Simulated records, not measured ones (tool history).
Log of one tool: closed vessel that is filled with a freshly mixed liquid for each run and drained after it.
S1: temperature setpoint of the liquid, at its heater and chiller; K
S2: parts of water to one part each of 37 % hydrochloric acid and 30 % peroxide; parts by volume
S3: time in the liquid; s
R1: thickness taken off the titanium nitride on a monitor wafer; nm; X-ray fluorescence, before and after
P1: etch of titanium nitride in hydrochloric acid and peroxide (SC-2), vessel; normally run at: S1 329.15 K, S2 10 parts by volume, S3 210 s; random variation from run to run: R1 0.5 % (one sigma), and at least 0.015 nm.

Run 1, day 0.088: S1 329.15 K, S2 10 parts by volume, S3 210 s. Result: R1 9.8114 nm.
Run 2, day 0.242: S1 329.15 K, S2 17 parts by volume, S3 210 s. Result: R1 6.1974 nm.
Run 3, day 0.383: S1 329.15 K, S2 4 parts by volume, S3 210 s. Result: R1 19.597 nm.
Run 4, day 0.467: S1 329.15 K, S2 10 parts by volume, S3 210 s. Result: R1 9.8923 nm.
Run 5, day 0.575: S1 329.15 K, S2 10 parts by volume, S3 400 s. Result: R1 18.667 nm.
Run 6, day 0.738: S1 329.15 K, S2 10 parts by volume, S3 210 s. Result: R1 9.8512 nm.
Run 7, day 0.846: S1 329.15 K, S2 10 parts by volume, S3 210 s. Result: R1 9.8742 nm.
Run 8, day 0.971: S1 329.15 K, S2 5.5 parts by volume, S3 30 s. Result: R1 2.2376 nm.
Run 9, day 1.117: S1 329.15 K, S2 10 parts by volume, S3 210 s. Result: R1 9.7798 nm.
Run 10, day 1.225: S1 329.15 K, S2 10 parts by volume, S3 80 s. Result: R1 3.7617 nm.
Run 11, day 1.375: S1 329.15 K, S2 10 parts by volume, S3 210 s. Result: R1 9.8116 nm.
Run 12, day 1.458: S1 329.15 K, S2 10 parts by volume, S3 210 s. Result: R1 9.8094 nm.
Run 13, day 1.542: S1 312.65 K, S2 10 parts by volume, S3 210 s. Result: R1 3.2137 nm.
Run 14, day 1.7: S1 342.15 K, S2 10 parts by volume, S3 210 s. Result: R1 21.809 nm.
Run 15, day 1.792: S1 329.15 K, S2 10 parts by volume, S3 210 s. Result: R1 9.7873 nm.

The next listed run, before its measurement:
Run 16, day 1.925: S1 329.15 K, S2 10 parts by volume, S3 210 s. Result: R1 ?.

Run 16 gave R1 10.048 nm.
